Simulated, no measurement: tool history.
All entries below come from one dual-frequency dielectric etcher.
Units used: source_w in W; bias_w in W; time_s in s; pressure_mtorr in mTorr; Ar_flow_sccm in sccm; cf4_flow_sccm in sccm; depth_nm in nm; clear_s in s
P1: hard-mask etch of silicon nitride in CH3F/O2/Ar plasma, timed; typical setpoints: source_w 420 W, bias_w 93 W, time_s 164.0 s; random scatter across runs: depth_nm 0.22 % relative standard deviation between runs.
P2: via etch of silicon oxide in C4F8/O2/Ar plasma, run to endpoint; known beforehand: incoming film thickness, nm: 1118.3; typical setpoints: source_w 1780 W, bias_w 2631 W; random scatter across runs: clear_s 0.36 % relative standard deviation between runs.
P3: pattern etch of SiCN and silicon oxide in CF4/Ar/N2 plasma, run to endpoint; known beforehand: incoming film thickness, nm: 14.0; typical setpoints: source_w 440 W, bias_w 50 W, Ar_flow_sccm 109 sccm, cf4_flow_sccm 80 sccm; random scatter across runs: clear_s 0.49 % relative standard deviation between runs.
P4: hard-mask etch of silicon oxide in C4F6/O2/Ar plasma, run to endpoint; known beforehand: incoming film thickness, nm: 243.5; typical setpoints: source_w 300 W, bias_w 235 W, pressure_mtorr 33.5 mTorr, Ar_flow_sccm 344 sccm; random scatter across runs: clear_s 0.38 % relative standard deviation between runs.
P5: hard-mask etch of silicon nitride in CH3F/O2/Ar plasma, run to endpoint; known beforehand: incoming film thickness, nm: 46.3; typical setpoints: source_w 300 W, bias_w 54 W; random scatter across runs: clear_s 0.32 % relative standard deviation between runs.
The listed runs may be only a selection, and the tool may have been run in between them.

run	hour	process	source_w	bias_w	time_s	pressure_mtorr	Ar_flow_sccm	cf4_flow_sccm	depth_nm	clear_s
1	6.0	P1	420	93	164.0				128.400	
2	12.1	P1	280	93	127.5				85.673	
3	20.6	P1	420	115	164.0				139.010	
4	28.3	P5	300	39						90.107
5	37.7	P1	420	93	216.5				170.200	
6	45.3	P1	520	93	164.0				139.480	
7	54.7	P4	300	235		33.5	344			82.921
8	63.8	P2	1780	3392						200.610
9	69.7	P3	350	50			109	80		23.235
10	79.1	P1	420	93	93.5				73.111	
11	85.1	P1	420	93	164.0				128.540	
12	92.6	P2	2310	2631						196.170
13	103.0	P3	440	50			131	80		19.576
# hour 106.0: bias power generator calibrated
14	111.0	P1	420	93	164.0				128.210	
15	116.7	P1	280	93	164.0				110.860	
16	122.1	P3	440	50			109	99		18.198
17	131.4	P4	420	235		33.5	344			72.637
18	139.5	P3	440	50			109	80		18.862
19	144.5	P1	510	74	164.0				127.710	
20	150.9	P1	420	93	164.0				128.480	
21	156.0	P4	300	235		46.5	344			85.699
22	161.8	P1	420	93	164.0				128.590	
23	169.8	P1	420	61	164.0				111.240	
24	174.9	P4	300	235		33.5	204			78.382
25	181.8	P3	440	68			109	80		17.054
26	190.3	P5	300	54						81.340
27	195.5	P2	1780	2631						217.170
28	201.3	P4	300	177		33.5	344			90.720
29	207.8	P2	1780	2631						219.430
30	215.2	P5	170	54						101.420
31	221.7	P1	420	93	164.0				128.510	
32	227.3	P1	420	93	164.0				127.550	
33	237.0	P1	420	93	164.0				127.040	
34	242.5	P1	420	93	164.0				127.090	
35	251.5	P1	420	93	164.0				127.050	
# hour 253.8: wet clean of the chamber
36	259.0	P1	420	93	164.0				126.670	
37	269.7	P1	420	93	164.0				126.520	
38	278.2	P1	420	93	164.0				126.210	

Compared with where it was, what P1 gives has crept away. Each cause listed below fits the log as well as the rest, at the size given for it:
A: bias power that arrives under what is set, % = 4.25
B: source power that arrives under what is set, % = 4.09
The onset of the drift is placed at about hour 221.7.
Other possible causes, and why each is ruled out:
chamber walls in a state that lowers the etch rate, %: serviced after onset, at hour 253.8, with no recovery of the prior output

Which of the 4 check runs listed below, each an average over 3 wafers with its results shown as question marks, gives clearly different results under the different listed causes?
check 1	286.7	P4	410	198		33.5	344			?
check 2	286.7	P2	1780	3172						?
check 3	286.7	P5	180	42						?
check 4	286.7	P3	440	64			109	80		?

If the cause were each of the candidates in turn, the checks would give the following:
check	result	if A	if B
check 1	clear_s	78.891	79.070
check 2	clear_s	208.190	208.720
check 3	clear_s	108.980	109.220
check 4	clear_s	17.669	18.078
Separation of the two closest causes in each check, using whichever result separates them best: check 1 0.23 %; check 2 0.25 %; check 3 0.22 %; check 4 2.29 %
Only check 4 tells the causes apart: in the others they would give nearly the same result.

Check 4 was carried out, with these results: clear_s 17.642 s. Which of the listed causes is responsible?

The cause is A: bias power that arrives under what is set, %.
